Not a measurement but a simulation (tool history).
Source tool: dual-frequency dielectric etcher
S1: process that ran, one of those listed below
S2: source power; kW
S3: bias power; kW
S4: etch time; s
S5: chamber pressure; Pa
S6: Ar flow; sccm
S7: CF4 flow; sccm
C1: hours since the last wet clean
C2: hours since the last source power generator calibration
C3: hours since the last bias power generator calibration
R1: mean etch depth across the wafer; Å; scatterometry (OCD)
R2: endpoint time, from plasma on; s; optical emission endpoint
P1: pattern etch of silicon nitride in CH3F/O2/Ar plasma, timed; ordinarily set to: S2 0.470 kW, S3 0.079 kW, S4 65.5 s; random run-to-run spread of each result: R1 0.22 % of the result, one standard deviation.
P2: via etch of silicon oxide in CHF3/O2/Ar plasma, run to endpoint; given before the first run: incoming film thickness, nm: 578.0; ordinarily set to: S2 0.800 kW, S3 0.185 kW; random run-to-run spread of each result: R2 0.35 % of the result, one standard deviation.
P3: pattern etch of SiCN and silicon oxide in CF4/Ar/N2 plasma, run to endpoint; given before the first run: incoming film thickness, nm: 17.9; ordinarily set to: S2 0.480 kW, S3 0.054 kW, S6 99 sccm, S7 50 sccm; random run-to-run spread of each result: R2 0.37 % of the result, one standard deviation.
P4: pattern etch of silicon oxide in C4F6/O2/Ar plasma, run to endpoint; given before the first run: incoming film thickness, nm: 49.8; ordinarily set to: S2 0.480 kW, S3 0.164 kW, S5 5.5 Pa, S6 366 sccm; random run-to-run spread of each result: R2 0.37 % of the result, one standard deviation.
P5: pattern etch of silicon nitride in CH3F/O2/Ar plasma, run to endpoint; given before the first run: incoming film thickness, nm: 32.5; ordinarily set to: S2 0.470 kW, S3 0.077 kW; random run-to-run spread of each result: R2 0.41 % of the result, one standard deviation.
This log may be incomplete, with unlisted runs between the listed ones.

run,hour,S1,S2,S3,S4,S5,S6,S7,C1,C2,C3,R1,R2
1,8.6,P1,0.470,0.079,65.5,,,,359.1,619.5,3432.8,514.92,
2,16.2,P4,0.480,0.111,,5.5,366,,366.7,627.1,3440.4,,18.090
3,20.9,P1,0.470,0.079,65.5,,,,371.4,631.8,3445.1,515.87,
4,25.9,P5,0.470,0.077,,,,,376.4,636.8,3450.1,,43.410
5,34.5,P2,0.800,0.185,,,,,385.0,645.4,3458.7,,265.740
6,42.6,P3,0.480,0.054,,,99,70,393.1,653.5,3466.8,,21.398
7,50.7,P4,0.480,0.164,,5.5,366,,401.2,661.6,3474.9,,16.181
8,59.9,P2,1.060,0.185,,,,,410.4,670.8,3484.1,,238.080
9,69.3,P1,0.470,0.079,65.5,,,,419.8,680.2,3493.5,513.34,
10,73.5,P1,0.470,0.079,45.0,,,,424.0,684.4,3497.7,353.68,
11,81.0,P4,0.670,0.164,,5.5,366,,431.5,691.9,3505.2,,14.125
12,86.1,P1,0.380,0.054,65.5,,,,436.6,697.0,3510.3,417.74,
13,92.3,P1,0.580,0.079,65.5,,,,442.8,703.2,3516.5,557.34,
14,99.6,P1,0.330,0.051,65.5,,,,450.1,710.5,3523.8,389.82,
15,103.9,P1,0.470,0.101,65.5,,,,454.4,714.8,3528.1,560.69,
16,112.7,P1,0.470,0.063,65.5,,,,463.2,723.6,3536.9,479.41,
17,120.8,P2,0.800,0.185,,,,,471.3,731.7,3545.0,,267.360
18,129.9,P1,0.330,0.079,65.5,,,,480.4,740.8,3554.1,450.79,
19,137.1,P4,0.480,0.164,,3.5,366,,487.6,748.0,3561.3,,15.347
20,142.4,P3,0.480,0.054,,,99,50,492.9,753.3,3566.6,,22.723
21,148.3,P3,0.480,0.054,,,132,50,498.8,759.2,3572.5,,23.922
22,157.4,P5,0.470,0.054,,,,,507.9,768.3,3581.6,,48.702
23,163.7,P2,0.800,0.251,,,,,514.2,774.6,3587.9,,241.100
24,172.7,P1,0.470,0.079,65.5,,,,523.2,783.6,3596.9,515.82,
# hour 175.9: source power generator calibrated
25,177.2,P4,0.480,0.164,,5.5,366,,527.7,1.4,3601.4,,16.109
26,181.9,P3,0.480,0.064,,,99,50,532.4,6.1,3606.1,,21.431
# hour 183.1: bias power generator calibrated
27,186.0,P1,0.470,0.079,96.0,,,,536.5,10.2,2.9,755.22,
28,191.0,P4,0.480,0.164,,5.5,467,,541.5,15.2,7.9,,16.623
29,199.0,P3,0.680,0.054,,,99,50,549.5,23.2,15.9,,16.653
30,208.3,P1,0.470,0.079,65.5,,,,558.8,32.5,25.2,514.95,
31,212.8,P1,0.470,0.079,65.5,,,,563.3,37.0,29.7,514.12,
32,222.1,P3,0.480,0.054,,,99,50,572.6,46.3,39.0,,22.764
33,230.1,P5,0.630,0.077,,,,,580.6,54.3,47.0,,38.916
34,234.7,P1,0.470,0.079,65.5,,,,585.2,58.9,51.6,517.39,
35,241.2,P1,0.470,0.079,65.5,,,,591.7,65.4,58.1,511.88,
36,249.1,P1,0.470,0.079,65.5,,,,599.6,73.3,66.0,511.43,
37,257.4,P1,0.470,0.079,65.5,,,,607.9,81.6,74.3,510.60,
38,264.8,P1,0.470,0.079,65.5,,,,615.3,89.0,81.7,507.87,
# hour 273.5: wet clean of the chamber
39,274.1,P1,0.470,0.079,65.5,,,,0.6,98.3,91.0,508.73,
40,279.4,P1,0.470,0.079,65.5,,,,5.9,103.6,96.3,507.41,
41,288.2,P1,0.470,0.079,65.5,,,,14.7,112.4,105.1,506.18,
42,294.6,P1,0.470,0.079,65.5,,,,21.1,118.8,111.5,505.89,

P1 has crept away from where it was. The log is fitted equally well by each of these 2 causes, at the sizes shown:
A: bias power that arrives under what is set, % = 4.74
B: source power that arrives under what is set, % = 4.31
Creep in the process output first set in at about hour 234.7.
Each remaining cause and why it is not a fit:
chamber walls in a state that lowers the etch rate, %: serviced at hour 273.5, after the drift had started, without restoring the earlier output

Which of the check runs below tells the causes apart, meaning the causes would give it clearly different results? Each run uses 2 wafers whose results are averaged, and each result is shown as a question mark.
check 1,301.0,P5,0.590,0.077,,,,,,,,,?
check 2,301.0,P3,0.480,0.054,,,131,50,,,,,?
check 3,301.0,P4,0.650,0.164,,3.53,366,,,,,,?
check 4,301.0,P2,1.060,0.246,,,,,,,,,?

Expected result of each check under each candidate cause:
check,result,if A,if B
check 1,R2,40.487,40.507
check 2,R2,24.213,24.746
check 3,R2,13.801,13.843
check 4,R2,219.990,220.020
Per check, the gap between the least separated pair of causes, taken in the result that splits them most: check 1 0.05 %; check 2 2.18 %; check 3 0.31 %; check 4 0.01 %
Only in check 2 would the causes give clearly different results; in the remaining checks their results would be nearly the same.

With check 2 done, the readings were: R2 24.650 s. Identify which of the listed causes applies.

It was cause B: source power that arrives under what is set, %.
